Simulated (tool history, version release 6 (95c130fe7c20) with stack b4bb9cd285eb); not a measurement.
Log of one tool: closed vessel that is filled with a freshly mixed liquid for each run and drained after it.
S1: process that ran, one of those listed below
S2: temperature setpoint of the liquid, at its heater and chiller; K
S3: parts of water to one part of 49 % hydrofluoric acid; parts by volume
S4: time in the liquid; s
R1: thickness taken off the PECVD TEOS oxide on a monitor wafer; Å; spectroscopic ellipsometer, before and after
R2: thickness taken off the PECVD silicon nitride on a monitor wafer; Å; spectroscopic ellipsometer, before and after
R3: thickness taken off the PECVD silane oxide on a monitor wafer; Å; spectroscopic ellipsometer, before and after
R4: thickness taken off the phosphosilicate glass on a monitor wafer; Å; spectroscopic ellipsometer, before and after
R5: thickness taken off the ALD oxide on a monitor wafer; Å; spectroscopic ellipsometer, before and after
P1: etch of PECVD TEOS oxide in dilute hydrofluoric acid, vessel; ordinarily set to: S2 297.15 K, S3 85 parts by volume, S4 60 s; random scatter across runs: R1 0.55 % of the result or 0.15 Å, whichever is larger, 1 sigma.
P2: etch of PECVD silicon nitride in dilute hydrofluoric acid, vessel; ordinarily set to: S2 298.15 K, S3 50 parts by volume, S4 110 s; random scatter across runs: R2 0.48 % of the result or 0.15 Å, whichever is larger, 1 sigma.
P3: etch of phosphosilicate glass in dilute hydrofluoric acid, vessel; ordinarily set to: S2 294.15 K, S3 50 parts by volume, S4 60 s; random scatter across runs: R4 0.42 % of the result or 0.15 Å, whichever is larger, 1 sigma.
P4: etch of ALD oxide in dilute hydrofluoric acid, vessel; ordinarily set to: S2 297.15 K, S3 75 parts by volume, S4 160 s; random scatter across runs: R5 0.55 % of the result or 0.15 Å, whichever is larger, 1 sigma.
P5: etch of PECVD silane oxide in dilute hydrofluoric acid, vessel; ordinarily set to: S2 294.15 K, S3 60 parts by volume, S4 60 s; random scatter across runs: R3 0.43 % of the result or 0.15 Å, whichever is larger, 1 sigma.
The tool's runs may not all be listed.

run	hour	S1	S2	S3	S4	R1	R2	R3	R4	R5
1	7.6	P1	297.15	85	60	138.160				
2	17.4	P2	298.15	50	110		70.668			
3	29.3	P5	300.15	60	60			181.300		
4	42.7	P3	294.15	50	85				1771.50	
5	54.0	P5	294.15	60	60			141.800		
6	69.9	P1	297.15	85	30	69.040				
7	87.2	P1	297.15	85	60	139.020				
8	103.9	P4	297.15	45	160					886.290
9	120.3	P3	290.15	50	60				1053.60	
10	131.4	P1	292.15	85	60	112.080				
11	143.8	P4	297.15	75	160					509.210
# hour 151.4: hydrofluoric acid flow meter replaced
12	151.8	P1	297.15	85	90	207.920				
13	168.0	P5	294.15	60	30			71.390		
14	183.0	P5	294.15	60	60			142.110		
15	198.6	P3	294.15	50	60				1249.40	
16	208.1	P1	297.15	45	60	273.650				
17	217.7	P1	293.65	120	60	83.093				
18	226.3	P1	297.15	85	60	138.860				
19	239.3	P5	294.15	95	60			85.845		
20	252.5	P3	294.15	70	60				876.42	
21	260.9	P4	297.15	75	30					95.783
22	278.3	P3	294.15	50	60				1245.50	
23	292.2	P4	305.15	75	160					698.830
24	304.3	P1	297.15	115	60	98.566				
25	318.2	P2	298.15	20	110		173.240			
26	334.8	P2	298.15	50	155		100.010			
27	343.6	P1	290.15	85	105	180.630				
28	356.4	P2	298.15	50	110		71.505			
29	370.3	P1	302.65	85	60	171.810				
30	382.7	P2	306.15	50	110		119.590			
31	393.5	P1	297.15	85	60	137.810				
32	404.6	P1	297.15	85	60	138.650				
33	417.2	P1	297.15	85	60	142.390				
34	427.2	P1	297.15	85	60	146.190				
35	435.7	P1	297.15	85	60	146.910				
36	452.5	P1	297.15	85	60	149.430				
37	469.1	P1	297.15	85	60	150.710				
38	482.4	P1	297.15	85	60	150.850				
39	499.3	P1	297.15	85	60	150.510				
40	513.8	P1	297.15	85	60	151.440				
41	531.1	P1	297.15	85	60	152.530				
42	542.3	P1	297.15	85	60	152.230				

P1 has crept away from where it was. The log is fitted equally well by each of these 2 causes, at the sizes shown:
A: liquid hotter than its thermometer reads (K) = 2.27
B: hydrofluoric acid flow above the setpoint (%) = 8.49
The drift started at roughly hour 404.6.

Of the 4 check runs listed below, each run on one wafer and each result written as a question mark, which would let you distinguish the listed causes because they would give clearly different results?
check 1	553.5	P3	294.15	50	60				?	
check 2	553.5	P5	294.15	60	60			?		
check 3	553.5	P4	297.15	75	160					?
check 4	553.5	P2	298.15	50	110		?			

How each check would come out, cause by cause:
check	result	if A	if B
check 1	R4	1379.00	1367.20
check 2	R3	156.010	154.950
check 3	R5	559.470	558.520
check 4	R2	82.799	77.131
How far apart the two closest causes lie, in the result that separates them most: check 1 0.86 %; check 2 0.68 %; check 3 0.17 %; check 4 7.09 %
Of the check runs offered, only check 4 discriminates between the causes; the rest would read about the same regardless of which cause applies.

The results of check 4 are: R2 76.897 Å. Based on these, which of the listed causes is it?

B is the cause: hydrofluoric acid flow above the setpoint (%).
